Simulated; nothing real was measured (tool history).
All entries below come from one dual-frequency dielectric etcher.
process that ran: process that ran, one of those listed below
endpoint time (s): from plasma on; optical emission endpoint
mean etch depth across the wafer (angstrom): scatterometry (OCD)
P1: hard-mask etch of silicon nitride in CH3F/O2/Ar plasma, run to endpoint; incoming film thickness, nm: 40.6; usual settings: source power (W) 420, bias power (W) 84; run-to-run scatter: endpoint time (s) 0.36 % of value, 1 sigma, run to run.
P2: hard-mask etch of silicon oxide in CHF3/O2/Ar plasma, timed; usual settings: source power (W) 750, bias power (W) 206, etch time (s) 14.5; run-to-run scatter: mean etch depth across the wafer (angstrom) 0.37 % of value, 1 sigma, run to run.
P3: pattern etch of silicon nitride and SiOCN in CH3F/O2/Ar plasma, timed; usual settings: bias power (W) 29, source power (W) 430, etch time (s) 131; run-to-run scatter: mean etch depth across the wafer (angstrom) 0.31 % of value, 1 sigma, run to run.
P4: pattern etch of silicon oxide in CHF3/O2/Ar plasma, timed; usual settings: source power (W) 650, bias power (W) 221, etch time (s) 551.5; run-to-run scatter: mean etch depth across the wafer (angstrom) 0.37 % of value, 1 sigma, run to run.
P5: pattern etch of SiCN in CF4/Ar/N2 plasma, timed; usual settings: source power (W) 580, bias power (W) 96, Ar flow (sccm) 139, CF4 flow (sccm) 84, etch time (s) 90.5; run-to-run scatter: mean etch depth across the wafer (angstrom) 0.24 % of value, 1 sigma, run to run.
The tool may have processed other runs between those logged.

run	hour	process that ran	source power (W)	bias power (W)	Ar flow (sccm)	CF4 flow (sccm)	etch time (s)	endpoint time (s)	mean etch depth across the wafer (angstrom)
1	10.8	P1	420	84				55.218	
2	21.9	P5	580	96	139	84	90.5		1058.6
3	32.9	P5	810	96	139	84	90.5		1426.9
4	44.1	P5	580	96	139	84	50		586.99
5	56.6	P5	580	96	94	84	90.5		1122.1
6	70.5	P1	580	113				43.922	
7	80	P5	580	96	139	109	90.5		1106.2
8	94.1	P3	430	29			76		116.76
9	102.1	P1	420	102				51.897	
10	110.3	P4	650	221			551.5		12005
11	121.6	P4	650	310			551.5		13631
12	129.1	P1	420	84				55.407	
13	138.7	P1	420	84				55.591	
14	151	P2	750	206			19		427.56
15	163.1	P1	420	62				61.709	
16	173.8	P1	420	84				55.641	
17	183.9	P1	270	84				65.308	
18	193.8	P1	490	84				52.738	
19	201.2	P1	420	84				55.666	
20	212.4	P2	750	119			14.5		272.36
21	219.2	P1	420	84				55.505	
22	232	P4	650	221			829.5		18119
23	245.2	P4	390	221			551.5		9944.2
24	258.2	P1	420	84				55.476	
25	272.6	P1	490	102				49.039	
26	279.4	P2	750	206			14.5		326.02
27	287.7	P3	430	22			131		177.65
28	297.9	P2	750	206			14.5		325.78
29	305	P3	430	29			131		201.11
30	311.7	P2	450	206			14.5		268.67
31	323.4	P5	580	116	139	84	90.5		1144.8
32	337.2	P3	310	29			131		180.67
33	344.1	P1	420	84				55.743	
34	357	P1	420	84				56.478	
35	367.8	P1	420	84				56.506	
36	376.6	P1	420	84				56.248	
37	386.2	P1	420	84				56.81	
# hour 391.3: wet clean of the chamber
38	394.9	P1	420	84				56.528	
39	405.1	P1	420	84				56.65	
40	417	P1	420	84				56.413	

P1 has crept away from where it was. The log is fitted equally well by each of these 2 causes, at the sizes shown:
A: bias power that arrives under what is set, % = 4.97
B: source power that arrives under what is set, % = 4.65
Onset of the creep was near hour 344.1.
Ruled out, with reasons:
chamber walls in a state that lowers the etch rate, %: work on it at hour 391.3, done after the drift set in, did not restore what the process gave before

The check runs listed below each take one wafer, and their results are still question marks. Under which run would the listed causes lead to clearly different results?
check 1	428.9	P4	650	306			787		?
check 2	428.9	P5	580	96	139	84	63.5		?
check 3	428.9	P3	330	23			131		?
check 4	428.9	P2	590	206			18.5		?

If the cause were each of the candidates in turn, the checks would give the following:
check	result	if A	if B
check 1	mean etch depth across the wafer (angstrom)	18964	18982
check 2	mean etch depth across the wafer (angstrom)	733.45	716.92
check 3	mean etch depth across the wafer (angstrom)	162.04	163.13
check 4	mean etch depth across the wafer (angstrom)	372.92	372.72
Gap, in per cent, between the two causes that each check separates least, read from the result that separates them most: check 1 0.1 %; check 2 2.28 %; check 3 0.67 %; check 4 0.05 %
The causes can be told apart only by check 2. The other checks would give nearly the same results under each of them.

Then check 2 was run and gave: mean etch depth across the wafer (angstrom) 733.43. Which cause is it?

It is A: bias power that arrives under what is set, %.
